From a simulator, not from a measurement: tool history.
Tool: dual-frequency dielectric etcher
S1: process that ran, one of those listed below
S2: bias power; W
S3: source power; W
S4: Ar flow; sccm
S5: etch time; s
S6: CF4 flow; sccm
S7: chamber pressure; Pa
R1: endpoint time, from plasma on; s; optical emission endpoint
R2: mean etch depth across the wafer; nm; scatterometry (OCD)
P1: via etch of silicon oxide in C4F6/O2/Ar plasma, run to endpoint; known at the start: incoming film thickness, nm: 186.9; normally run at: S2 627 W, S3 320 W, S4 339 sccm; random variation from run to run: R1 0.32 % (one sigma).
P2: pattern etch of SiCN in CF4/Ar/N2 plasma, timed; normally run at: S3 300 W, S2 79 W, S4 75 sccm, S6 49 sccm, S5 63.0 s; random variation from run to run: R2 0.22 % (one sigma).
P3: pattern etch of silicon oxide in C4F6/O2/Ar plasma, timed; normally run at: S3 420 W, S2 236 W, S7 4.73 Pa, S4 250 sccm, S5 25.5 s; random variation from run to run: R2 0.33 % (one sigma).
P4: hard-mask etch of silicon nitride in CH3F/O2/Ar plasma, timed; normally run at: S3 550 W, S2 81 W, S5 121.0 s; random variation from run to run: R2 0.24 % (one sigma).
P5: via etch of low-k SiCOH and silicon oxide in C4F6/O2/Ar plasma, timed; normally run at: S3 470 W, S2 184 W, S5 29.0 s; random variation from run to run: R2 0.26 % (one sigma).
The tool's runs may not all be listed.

run	hour	S1	S2	S3	S4	S5	S6	S7	R1	R2
1	3.4	P1	627	320	339				40.890	
2	5.9	P1	627	320	219				39.015	
3	9.0	P5	184	470		29.0				74.902
4	12.7	P2	79	300	75	63.0	49			38.466
5	16.1	P1	627	320	339				41.035	
6	19.1	P3	155	420	250	25.5		4.73		76.918
7	24.1	P1	627	450	339				36.308	
8	26.9	P4	114	550		121.0				110.210
9	30.3	P2	79	430	75	63.0	49			52.703
10	33.0	P4	81	550		121.0				97.326
11	37.9	P3	236	420	250	25.5		6.60		85.063
12	42.9	P3	236	420	337	25.5		4.73		85.275
13	48.2	P3	236	420	250	25.5		4.73		87.732
14	52.2	P1	627	320	339				41.280	
15	55.3	P2	79	300	75	63.0	49			38.432
# hour 58.5: Ar flow controller replaced
16	59.0	P4	81	550		121.0				97.386
17	61.8	P1	627	320	454				42.226	
18	65.0	P1	782	320	339				37.605	
19	70.0	P2	54	300	75	63.0	49			33.587
20	75.5	P1	783	320	426				38.626	
21	80.0	P1	734	240	339				42.687	
22	85.5	P4	81	550		166.0				133.970
23	89.8	P1	380	320	339				49.393	
24	92.5	P2	79	300	104	63.0	49			36.633
25	95.7	P2	79	300	75	48.0	49			29.432
26	100.8	P5	184	370		29.0				68.263
27	106.3	P3	236	420	250	25.5		4.73		87.961
# hour 107.4: source power generator calibrated
28	112.1	P1	627	420	406				38.001	
29	115.8	P3	236	310	250	25.5		4.73		78.114
30	121.7	P5	184	470		21.5				55.264
31	126.5	P2	79	300	75	63.0	31			35.873
32	129.1	P5	129	470		29.0				67.161
33	132.6	P4	81	680		121.0				105.590
34	136.4	P1	627	240	339				45.445	
35	141.1	P3	236	420	250	16.5		4.73		56.844
36	146.3	P5	184	470		29.0				74.969
37	151.0	P1	627	320	339				40.966	
38	154.5	P1	627	320	339				40.908	
39	158.6	P1	627	320	339				41.446	
40	162.1	P1	627	320	339				41.400	
41	165.4	P1	627	320	339				41.628	
42	168.1	P1	627	320	339				41.515	
43	171.5	P1	627	320	339				41.607	
44	175.8	P1	627	320	339				41.589	
# hour 176.2: wet clean of the chamber
45	180.1	P1	627	320	339				41.529	
46	183.1	P1	627	320	339				41.704	
47	186.5	P1	627	320	339				41.666	
48	189.8	P1	627	320	339				41.810	
49	192.9	P1	627	320	339				41.943	

What P1 gives has crept away from where it was. These 2 causes fit the log equally well, each at the size given:
A: bias power that arrives under what is set, % = 4.51
B: source power that arrives under what is set, % = 4.81
The creep began at about hour 154.5.
Why every other cause is out:
chamber walls in a state that lowers the etch rate, %: serviced at hour 176.2, which brought nothing back
Ar flow that arrives over what is set, %: at most 8, which would move R1 by +0.9 %: too little, or the wrong way

4 check runs are offered, one wafer each, their results left as question marks. Which one tells the causes apart?
check 1	196.0	P3	236	360	330	25.5		4.73		?
check 2	196.0	P5	144	470		29.0				?
check 3	196.0	P4	95	640		121.0				?
check 4	196.0	P2	79	430	75	51.0	49			?

What each check would give under each cause:
check	result	if A	if B
check 1	R2	79.117	78.848
check 2	R2	68.552	68.146
check 3	R2	107.260	107.010
check 4	R2	41.917	40.814
How far apart the two closest causes lie, in the result that separates them most: check 1 0.34 %; check 2 0.59 %; check 3 0.24 %; check 4 2.67 %
Only check 4 tells the causes apart: in the others they would give nearly the same result.

Then check 4 was run and gave: R2 40.924 nm. Which cause is it?

It is B: source power that arrives under what is set, %.
